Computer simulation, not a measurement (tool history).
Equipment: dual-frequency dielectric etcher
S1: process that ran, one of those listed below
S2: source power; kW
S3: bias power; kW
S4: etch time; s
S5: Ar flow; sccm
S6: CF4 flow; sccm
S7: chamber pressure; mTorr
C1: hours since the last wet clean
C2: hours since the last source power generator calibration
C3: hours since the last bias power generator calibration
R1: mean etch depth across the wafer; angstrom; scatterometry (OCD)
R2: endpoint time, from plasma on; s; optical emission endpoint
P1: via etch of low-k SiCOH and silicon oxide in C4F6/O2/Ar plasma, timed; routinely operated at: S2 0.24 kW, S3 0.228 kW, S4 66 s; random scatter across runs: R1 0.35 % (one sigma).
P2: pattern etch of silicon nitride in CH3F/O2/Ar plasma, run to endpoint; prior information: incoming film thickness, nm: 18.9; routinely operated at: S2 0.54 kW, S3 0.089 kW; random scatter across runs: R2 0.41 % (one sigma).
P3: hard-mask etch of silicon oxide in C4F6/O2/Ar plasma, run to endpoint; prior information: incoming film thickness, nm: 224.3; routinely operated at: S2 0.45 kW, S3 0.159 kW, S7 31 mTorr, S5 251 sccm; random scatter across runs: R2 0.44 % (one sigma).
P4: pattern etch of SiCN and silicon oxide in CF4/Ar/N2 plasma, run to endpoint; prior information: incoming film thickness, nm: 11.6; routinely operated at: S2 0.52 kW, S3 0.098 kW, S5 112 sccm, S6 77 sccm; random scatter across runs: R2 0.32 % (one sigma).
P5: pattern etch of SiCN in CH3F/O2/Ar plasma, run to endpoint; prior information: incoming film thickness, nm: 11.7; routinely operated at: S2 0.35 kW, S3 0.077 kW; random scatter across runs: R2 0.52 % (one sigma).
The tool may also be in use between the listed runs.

Run 1, hour 12.1: S1 P1, S2 0.24 kW, S3 0.228 kW, S4 66 s; C1 347.6; C2 715.3; C3 1015.8. Result: R1 1531.3 angstrom.
Run 2, hour 17.7: S1 P2, S2 0.54 kW, S3 0.118 kW; C1 353.2; C2 720.9; C3 1021.4. Result: R2 20.683 s.
Run 3, hour 24.3: S1 P4, S2 0.52 kW, S3 0.116 kW, S5 112 sccm, S6 77 sccm; C1 359.8; C2 727.5; C3 1028. Result: R2 10.126 s.
At hour 25.8: wet clean of the chamber.
Run 4, hour 31.2: S1 P5, S2 0.35 kW, S3 0.077 kW; C1 5.4; C2 734.4; C3 1034.9. Result: R2 32.653 s.
Run 5, hour 41.9: S1 P1, S2 0.24 kW, S3 0.228 kW, S4 36.5 s; C1 16.1; C2 745.1; C3 1045.6. Result: R1 850.63 angstrom.
Run 6, hour 48.9: S1 P1, S2 0.24 kW, S3 0.228 kW, S4 66 s; C1 23.1; C2 752.1; C3 1052.6. Result: R1 1533.4 angstrom.
Run 7, hour 56.9: S1 P2, S2 0.54 kW, S3 0.089 kW; C1 31.1; C2 760.1; C3 1060.6. Result: R2 22.645 s.
Run 8, hour 66.3: S1 P4, S2 0.52 kW, S3 0.098 kW, S5 78 sccm, S6 77 sccm; C1 40.5; C2 769.5; C3 1070. Result: R2 10.236 s.
Run 9, hour 73.5: S1 P4, S2 0.52 kW, S3 0.098 kW, S5 112 sccm, S6 77 sccm; C1 47.7; C2 776.7; C3 1077.2. Result: R2 10.709 s.
Run 10, hour 82.4: S1 P4, S2 0.52 kW, S3 0.098 kW, S5 112 sccm, S6 54 sccm; C1 56.6; C2 785.6; C3 1086.1. Result: R2 11.282 s.
Run 11, hour 89.3: S1 P3, S2 0.45 kW, S3 0.159 kW, S5 301 sccm, S7 31 mTorr; C1 63.5; C2 792.5; C3 1093. Result: R2 71.628 s.
Run 12, hour 96.9: S1 P5, S2 0.23 kW, S3 0.077 kW; C1 71.1; C2 800.1; C3 1100.6. Result: R2 37.992 s.
Run 13, hour 106.1: S1 P1, S2 0.24 kW, S3 0.228 kW, S4 66 s; C1 80.3; C2 809.3; C3 1109.8. Result: R1 1531.4 angstrom.
Run 14, hour 113.5: S1 P5, S2 0.35 kW, S3 0.107 kW; C1 87.7; C2 816.7; C3 1117.2. Result: R2 28.705 s.
At hour 118.7: source power generator calibrated.
Run 15, hour 123.3: S1 P1, S2 0.24 kW, S3 0.14 kW, S4 66 s; C1 97.5; C2 4.6; C3 1127. Result: R1 1309.1 angstrom.
Run 16, hour 132.1: S1 P4, S2 0.68 kW, S3 0.098 kW, S5 112 sccm, S6 77 sccm; C1 106.3; C2 13.4; C3 1135.8. Result: R2 8.5192 s.
Run 17, hour 141.8: S1 P1, S2 0.31 kW, S3 0.228 kW, S4 66 s; C1 116; C2 23.1; C3 1145.5. Result: R1 1696 angstrom.
Run 18, hour 149.4: S1 P3, S2 0.45 kW, S3 0.119 kW, S5 251 sccm, S7 31 mTorr; C1 123.6; C2 30.7; C3 1153.1. Result: R2 76.496 s.
Run 19, hour 158.6: S1 P3, S2 0.6 kW, S3 0.159 kW, S5 251 sccm, S7 31 mTorr; C1 132.8; C2 39.9; C3 1162.3. Result: R2 62.342 s.
Run 20, hour 166.2: S1 P2, S2 0.76 kW, S3 0.089 kW; C1 140.4; C2 47.5; C3 1169.9. Result: R2 19.976 s.
Run 21, hour 178.5: S1 P1, S2 0.24 kW, S3 0.16 kW, S4 52 s; C1 152.7; C2 59.8; C3 1182.2. Result: R1 1072.4 angstrom.
Run 22, hour 189.5: S1 P3, S2 0.45 kW, S3 0.159 kW, S5 251 sccm, S7 43 mTorr; C1 163.7; C2 70.8; C3 1193.2. Result: R2 73.098 s.
Run 23, hour 197.1: S1 P3, S2 0.45 kW, S3 0.159 kW, S5 251 sccm, S7 31 mTorr; C1 171.3; C2 78.4; C3 1200.8. Result: R2 69.81 s.
Run 24, hour 202.9: S1 P1, S2 0.24 kW, S3 0.277 kW, S4 66 s; C1 177.1; C2 84.2; C3 1206.6. Result: R1 1639.6 angstrom.
Run 25, hour 211.4: S1 P1, S2 0.24 kW, S3 0.228 kW, S4 81 s; C1 185.6; C2 92.7; C3 1215.1. Result: R1 1872.4 angstrom.
Run 26, hour 217.8: S1 P1, S2 0.18 kW, S3 0.228 kW, S4 66 s; C1 192; C2 99.1; C3 1221.5. Result: R1 1373.4 angstrom.
Run 27, hour 223.4: S1 P1, S2 0.24 kW, S3 0.228 kW, S4 66 s; C1 197.6; C2 104.7; C3 1227.1. Result: R1 1539.7 angstrom.
Run 28, hour 233: S1 P1, S2 0.17 kW, S3 0.279 kW, S4 66 s; C1 207.2; C2 114.3; C3 1236.7. Result: R1 1447.3 angstrom.

Run 29 is up next; what results do you expect?
Run 29, hour 245.6: S1 P1, S2 0.24 kW, S3 0.228 kW, S4 66 s; C1 219.8; C2 126.9; C3 1249.3. Result: R1 ?.

{"run 29": {"R1": 1526}}

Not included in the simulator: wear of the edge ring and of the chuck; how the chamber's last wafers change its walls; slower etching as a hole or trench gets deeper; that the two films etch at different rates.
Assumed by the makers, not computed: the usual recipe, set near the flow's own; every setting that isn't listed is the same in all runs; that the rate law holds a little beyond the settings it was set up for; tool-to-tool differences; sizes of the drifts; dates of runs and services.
